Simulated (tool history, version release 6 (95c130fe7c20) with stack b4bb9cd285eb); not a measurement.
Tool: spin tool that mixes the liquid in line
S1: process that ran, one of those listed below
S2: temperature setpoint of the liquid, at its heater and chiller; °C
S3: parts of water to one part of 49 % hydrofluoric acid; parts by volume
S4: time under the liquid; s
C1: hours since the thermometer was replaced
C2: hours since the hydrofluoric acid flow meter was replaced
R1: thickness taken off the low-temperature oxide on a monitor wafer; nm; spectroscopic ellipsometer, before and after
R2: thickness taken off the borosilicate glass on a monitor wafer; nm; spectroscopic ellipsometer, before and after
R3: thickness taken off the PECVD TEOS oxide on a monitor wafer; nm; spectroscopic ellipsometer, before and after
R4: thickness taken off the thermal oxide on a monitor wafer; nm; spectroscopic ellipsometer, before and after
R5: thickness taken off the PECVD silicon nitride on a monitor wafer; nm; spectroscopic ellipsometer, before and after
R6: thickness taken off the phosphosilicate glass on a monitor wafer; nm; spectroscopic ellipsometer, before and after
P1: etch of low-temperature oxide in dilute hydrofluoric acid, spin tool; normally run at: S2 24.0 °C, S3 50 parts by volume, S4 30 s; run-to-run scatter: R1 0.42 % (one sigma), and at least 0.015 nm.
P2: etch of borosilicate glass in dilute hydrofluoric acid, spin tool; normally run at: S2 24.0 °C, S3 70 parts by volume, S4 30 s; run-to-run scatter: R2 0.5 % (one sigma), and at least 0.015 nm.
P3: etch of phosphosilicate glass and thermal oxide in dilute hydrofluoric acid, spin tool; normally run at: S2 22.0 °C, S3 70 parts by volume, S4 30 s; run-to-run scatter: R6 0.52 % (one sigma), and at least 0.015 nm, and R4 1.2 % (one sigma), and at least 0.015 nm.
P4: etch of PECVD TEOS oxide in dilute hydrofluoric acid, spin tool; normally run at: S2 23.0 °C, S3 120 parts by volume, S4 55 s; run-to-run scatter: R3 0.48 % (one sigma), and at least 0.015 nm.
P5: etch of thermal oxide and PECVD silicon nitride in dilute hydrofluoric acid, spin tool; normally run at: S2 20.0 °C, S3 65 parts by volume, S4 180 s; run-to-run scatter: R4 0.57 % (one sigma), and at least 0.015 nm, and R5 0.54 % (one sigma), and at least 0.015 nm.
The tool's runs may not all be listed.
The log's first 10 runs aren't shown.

| run | hour | S1 | S2 | S3 | S4 | C1 | C2 | R1 | R2 | R3 | R4 | R5 | R6 |
|---|---|---|---|---|---|---|---|---|---|---|---|---|---|
| 11 | 128.4 | P5 | 20.0 | 65 | 75 | 1961.3 | 1254.1 |  |  |  | 4.8549 | 3.0190 |  |
| 12 | 141.9 | P2 | 19.5 | 70 | 30 | 1974.8 | 1267.6 |  | 9.7105 |  |  |  |  |
| 13 | 155.6 | P4 | 23.0 | 120 | 55 | 1988.5 | 1281.3 |  |  | 6.1102 |  |  |  |
| 14 | 163.8 | P5 | 20.0 | 65 | 180 | 1996.7 | 1289.5 |  |  |  | 11.5410 | 7.3182 |  |
| 15 | 175.6 | P3 | 22.0 | 70 | 60 | 2008.5 | 1301.3 |  |  |  | 3.6651 |  | 166.870 |
| 16 | 184.4 | P1 | 17.0 | 30 | 30 | 2017.3 | 1310.1 | 8.4091 |  |  |  |  |  |
| 17 | 192.9 | P1 | 24.0 | 50 | 45 | 2025.8 | 1318.6 | 9.9184 |  |  |  |  |  |
| 18 | 210.8 | P1 | 24.0 | 50 | 30 | 2043.7 | 1336.5 | 6.6172 |  |  |  |  |  |
| 19 | 219.4 | P1 | 24.0 | 90 | 30 | 2052.3 | 1345.1 | 3.4467 |  |  |  |  |  |
| 20 | 232.0 | P1 | 24.0 | 50 | 30 | 2064.9 | 1357.7 | 6.6392 |  |  |  |  |  |
| 21 | 246.5 | P3 | 22.0 | 40 | 30 | 2079.4 | 1372.2 |  |  |  | 3.3253 |  | 153.070 |
| 22 | 256.1 | P4 | 23.0 | 120 | 25 | 2089.0 | 1381.8 |  |  | 2.7873 |  |  |  |
| 23 | 268.0 | P5 | 20.0 | 35 | 180 | 2100.9 | 1393.7 |  |  |  | 22.5420 | 13.2770 |  |
| 24 | 280.7 | P2 | 24.0 | 70 | 15 | 2113.6 | 1406.4 |  | 5.8069 |  |  |  |  |
| 25 | 290.9 | P2 | 24.0 | 70 | 30 | 2123.8 | 1416.6 |  | 11.6470 |  |  |  |  |
| 26 | 305.6 | P1 | 24.0 | 50 | 15 | 2138.5 | 1431.3 | 3.3144 |  |  |  |  |  |
| 27 | 316.5 | P3 | 22.0 | 70 | 30 | 2149.4 | 1442.2 |  |  |  | 1.8000 |  | 83.198 |
| 28 | 330.3 | P3 | 22.0 | 70 | 30 | 2163.2 | 1456.0 |  |  |  | 1.7819 |  | 84.319 |

Run 29 comes next. What will it give?
| 29 | 345.0 | P1 | 17.0 | 85 | 30 | 2177.9 | 1470.7 | ? |  |  |  |  |  |

{"run 29": {"R1": 2.793}}
